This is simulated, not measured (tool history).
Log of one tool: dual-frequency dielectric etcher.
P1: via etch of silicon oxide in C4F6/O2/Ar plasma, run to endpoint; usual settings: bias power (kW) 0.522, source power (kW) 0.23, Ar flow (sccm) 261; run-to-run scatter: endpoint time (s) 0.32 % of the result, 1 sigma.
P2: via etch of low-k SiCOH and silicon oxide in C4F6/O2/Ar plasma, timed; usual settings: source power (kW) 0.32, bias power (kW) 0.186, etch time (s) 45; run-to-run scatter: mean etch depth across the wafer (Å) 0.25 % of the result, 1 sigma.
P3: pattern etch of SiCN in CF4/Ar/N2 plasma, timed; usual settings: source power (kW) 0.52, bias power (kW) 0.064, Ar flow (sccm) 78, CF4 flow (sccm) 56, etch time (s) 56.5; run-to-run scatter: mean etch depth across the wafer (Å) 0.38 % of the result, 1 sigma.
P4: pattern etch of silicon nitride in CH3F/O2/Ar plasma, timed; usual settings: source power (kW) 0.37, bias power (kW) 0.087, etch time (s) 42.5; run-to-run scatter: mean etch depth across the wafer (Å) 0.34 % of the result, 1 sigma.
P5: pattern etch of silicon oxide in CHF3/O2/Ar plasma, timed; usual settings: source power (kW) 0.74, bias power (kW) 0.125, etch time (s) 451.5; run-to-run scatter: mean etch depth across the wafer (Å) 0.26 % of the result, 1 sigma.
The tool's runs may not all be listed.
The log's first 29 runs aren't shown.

run   hour  process that ran  bias power (kW)  source power (kW)  Ar flow (sccm)  etch time (s)  CF4 flow (sccm)  endpoint time (s)  mean etch depth across the wafer (Å)
 30   94.8                P4            0.068               0.37                           42.5                                                                     292.1
 31   98.3                P3            0.064               0.52             110           56.5               56                                                   494.19
 32  101.1                P2            0.186               0.32                             45                                                                      1037
 33    105                P3            0.041               0.52              78           56.5               56                                                   451.47
 34  108.8                P1            0.522               0.23             261                                              33.88
 35  112.4                P1            0.522               0.23             261                                             33.516
 36  116.2                P1            0.522               0.23             261                                             33.596
 37  119.5                P1            0.522               0.23             261                                             33.563
 38  123.4                P1            0.522               0.23             261                                             33.597
     124.6  -- Ar flow controller replaced
 39  125.7                P1            0.522               0.23             261                                             33.445
       126  -- wet clean of the chamber
 40  128.3                P1            0.522               0.23             261                                             33.316

Run 41 comes next. What will it give?
 41  130.8                P1            0.522               0.23             261                                                  ?

{"run 41": {"endpoint time (s)": 33.23}}
